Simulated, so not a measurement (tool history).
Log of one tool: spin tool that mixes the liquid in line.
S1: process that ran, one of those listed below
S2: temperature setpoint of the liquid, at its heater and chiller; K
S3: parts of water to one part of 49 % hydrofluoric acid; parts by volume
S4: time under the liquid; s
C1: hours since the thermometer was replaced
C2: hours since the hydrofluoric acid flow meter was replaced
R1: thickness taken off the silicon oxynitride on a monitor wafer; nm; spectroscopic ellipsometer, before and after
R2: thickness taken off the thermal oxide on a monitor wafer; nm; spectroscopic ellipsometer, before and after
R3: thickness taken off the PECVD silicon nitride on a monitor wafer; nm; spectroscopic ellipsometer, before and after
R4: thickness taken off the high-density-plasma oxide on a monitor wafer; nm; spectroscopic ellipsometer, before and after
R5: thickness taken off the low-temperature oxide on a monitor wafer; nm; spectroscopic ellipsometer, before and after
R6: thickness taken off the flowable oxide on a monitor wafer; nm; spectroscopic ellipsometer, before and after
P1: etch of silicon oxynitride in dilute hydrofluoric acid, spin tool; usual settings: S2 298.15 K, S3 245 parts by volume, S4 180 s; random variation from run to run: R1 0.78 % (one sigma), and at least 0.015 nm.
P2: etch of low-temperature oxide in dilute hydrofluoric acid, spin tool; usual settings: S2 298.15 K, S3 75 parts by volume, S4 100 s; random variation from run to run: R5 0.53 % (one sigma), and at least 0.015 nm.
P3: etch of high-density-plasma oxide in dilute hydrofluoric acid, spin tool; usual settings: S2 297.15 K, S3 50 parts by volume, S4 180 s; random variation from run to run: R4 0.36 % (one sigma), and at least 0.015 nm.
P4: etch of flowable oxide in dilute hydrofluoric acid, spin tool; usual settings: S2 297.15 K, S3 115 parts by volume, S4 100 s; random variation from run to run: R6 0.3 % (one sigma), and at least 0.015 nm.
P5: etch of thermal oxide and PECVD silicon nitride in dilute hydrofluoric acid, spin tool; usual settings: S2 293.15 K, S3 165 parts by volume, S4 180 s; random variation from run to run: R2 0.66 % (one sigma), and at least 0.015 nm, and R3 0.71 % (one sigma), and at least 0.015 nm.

run 1 hour=8.0 | S1=P1 S2=298.15 S3=245 S4=180 | C1=1094.5 C2=135.4 | R1=3.24910
run 2 hour=13.8 | S1=P5 S2=299.15 S3=165 S4=180 | C1=1100.3 C2=141.2 | R2=5.2271 R3=4.4893
run 3 hour=17.8 | S1=P1 S2=290.65 S3=245 S4=180 | C1=1104.3 C2=145.2 | R1=2.32470
run 4 hour=24.3 | S1=P3 S2=297.15 S3=50 S4=180 | C1=1110.8 C2=151.7 | R4=19.2400
run 5 hour=28.3 | S1=P1 S2=298.15 S3=245 S4=180 | C1=1114.8 C2=155.7 | R1=3.19350
run 6 hour=37.1 | S1=P5 S2=293.15 S3=165 S4=180 | C1=1123.6 C2=164.5 | R2=4.1970 R3=3.0140
run 7 hour=42.8 | S1=P2 S2=298.15 S3=75 S4=45 | C1=1129.3 C2=170.2 | R5=23.164
-- hour=43.9 hydrofluoric acid flow meter replaced
run 8 hour=49.2 | S1=P2 S2=298.15 S3=75 S4=100 | C1=1135.7 C2=5.4 | R5=51.532
run 9 hour=54.7 | S1=P1 S2=298.15 S3=245 S4=180 | C1=1141.2 C2=10.9 | R1=3.24240
run 10 hour=59.8 | S1=P3 S2=297.15 S3=50 S4=15 | C1=1146.3 C2=16.0 | R4=1.6321
run 11 hour=67.4 | S1=P1 S2=298.15 S3=245 S4=180 | C1=1153.9 C2=23.6 | R1=3.19690
run 12 hour=72.1 | S1=P1 S2=302.15 S3=245 S4=180 | C1=1158.6 C2=28.3 | R1=3.81950
run 13 hour=79.9 | S1=P5 S2=293.15 S3=165 S4=180 | C1=1166.4 C2=36.1 | R2=4.1893 R3=3.0053
run 14 hour=88.4 | S1=P1 S2=298.15 S3=245 S4=315 | C1=1174.9 C2=44.6 | R1=5.57090
run 15 hour=96.9 | S1=P4 S2=297.15 S3=160 S4=100 | C1=1183.4 C2=53.1 | R6=22.9610
run 16 hour=106.1 | S1=P5 S2=293.15 S3=165 S4=360 | C1=1192.6 C2=62.3 | R2=8.3457 R3=5.9921
run 17 hour=110.9 | S1=P1 S2=293.15 S3=60 S4=180 | C1=1197.4 C2=67.1 | R1=12.02100
run 18 hour=118.8 | S1=P2 S2=298.15 S3=20 S4=100 | C1=1205.3 C2=75.0 | R5=209.150
run 19 hour=127.4 | S1=P3 S2=297.15 S3=80 S4=180 | C1=1213.9 C2=83.6 | R4=11.5570
run 20 hour=134.0 | S1=P5 S2=293.15 S3=35 S4=180 | C1=1220.5 C2=90.2 | R2=22.6760 R3=13.6240
run 21 hour=142.6 | S1=P1 S2=298.15 S3=245 S4=180 | C1=1229.1 C2=98.8 | R1=3.18080
run 22 hour=149.9 | S1=P4 S2=304.15 S3=115 S4=100 | C1=1236.4 C2=106.1 | R6=44.1800
run 23 hour=155.6 | S1=P2 S2=290.15 S3=75 S4=100 | C1=1242.1 C2=111.8 | R5=37.081
run 24 hour=161.8 | S1=P1 S2=298.15 S3=245 S4=180 | C1=1248.3 C2=118.0 | R1=3.20850
run 25 hour=170.7 | S1=P1 S2=298.15 S3=245 S4=15 | C1=1257.2 C2=126.9 | R1=0.26920
run 26 hour=175.0 | S1=P4 S2=297.15 S3=115 S4=100 | C1=1261.5 C2=131.2 | R6=33.5170
run 27 hour=179.6 | S1=P4 S2=297.15 S3=115 S4=15 | C1=1266.1 C2=135.8 | R6=5.0706
run 28 hour=186.3 | S1=P1 S2=298.15 S3=110 S4=180 | C1=1272.8 C2=142.5 | R1=8.07660
run 29 hour=191.9 | S1=P1 S2=298.15 S3=440 S4=180 | C1=1278.4 C2=148.1 | R1=1.58750
run 30 hour=196.5 | S1=P1 S2=298.15 S3=410 S4=95 | C1=1283.0 C2=152.7 | R1=0.95111
run 31 hour=201.8 | S1=P3 S2=304.65 S3=50 S4=180 | C1=1288.3 C2=158.0 | R4=26.0710
run 32 hour=209.0 | S1=P1 S2=298.15 S3=245 S4=180 | C1=1295.5 C2=165.2 | R1=3.20210
run 33 hour=217.8 | S1=P1 S2=298.15 S3=245 S4=180 | C1=1304.3 C2=174.0 | R1=3.25220
run 34 hour=226.4 | S1=P1 S2=298.15 S3=245 S4=180 | C1=1312.9 C2=182.6 | R1=3.32930
run 35 hour=233.7 | S1=P1 S2=298.15 S3=245 S4=180 | C1=1320.2 C2=189.9 | R1=3.35510
run 36 hour=239.0 | S1=P1 S2=298.15 S3=245 S4=180 | C1=1325.5 C2=195.2 | R1=3.34640
run 37 hour=248.2 | S1=P1 S2=298.15 S3=245 S4=180 | C1=1334.7 C2=204.4 | R1=3.44660
run 38 hour=254.6 | S1=P1 S2=298.15 S3=245 S4=180 | C1=1341.1 C2=210.8 | R1=3.49920
run 39 hour=262.9 | S1=P1 S2=298.15 S3=245 S4=180 | C1=1349.4 C2=219.1 | R1=3.45930
run 40 hour=270.6 | S1=P1 S2=298.15 S3=245 S4=180 | C1=1357.1 C2=226.8 | R1=3.46540
run 41 hour=276.4 | S1=P1 S2=298.15 S3=245 S4=180 | C1=1362.9 C2=232.6 | R1=3.41800
run 42 hour=282.6 | S1=P1 S2=298.15 S3=245 S4=180 | C1=1369.1 C2=238.8 | R1=3.50240
run 43 hour=289.4 | S1=P1 S2=298.15 S3=245 S4=180 | C1=1375.9 C2=245.6 | R1=3.49890

What P1 gives has crept away from where it was. These 2 causes fit the log equally well, each at the size given:
A: liquid hotter than its thermometer reads (K) = 1.77
B: hydrofluoric acid flow above the setpoint (%) = 6.61
The creep began at about hour 217.8.

4 check runs are offered, one wafer each, their results left as question marks. Which one tells the causes apart?
run check 1 hour=296.2 | S1=P4 S2=302.65 S3=115 S4=15 | R6=?
run check 2 hour=296.2 | S1=P3 S2=304.15 S3=70 S4=180 | R4=?
run check 3 hour=296.2 | S1=P2 S2=290.65 S3=25 S4=100 | R5=?
run check 4 hour=296.2 | S1=P5 S2=293.15 S3=55 S4=350 | R2=? R3=?

What each check would give under each cause:
check=check_1 result=R6 if_A=6.6537 if_B=6.7106
check=check_2 result=R4 if_A=18.9790 if_B=19.0470
check=check_3 result=R5 if_A=129.590 if_B=128.070
check=check_4 result=R2 if_A=29.7880 if_B=29.6010
check=check_4 result=R3 if_A=19.2690 if_B=18.1540
How far apart the two closest causes lie, in the result that separates them most: check 1 0.85 %; check 2 0.36 %; check 3 1.18 %; check 4 5.96 %
Check 4 tells the causes apart: in the others they would give nearly the same result.

Check 4 was then run and gave: R2 29.6340 nm; R3 19.2760 nm. Which cause is it?

It is A: liquid hotter than its thermometer reads (K).
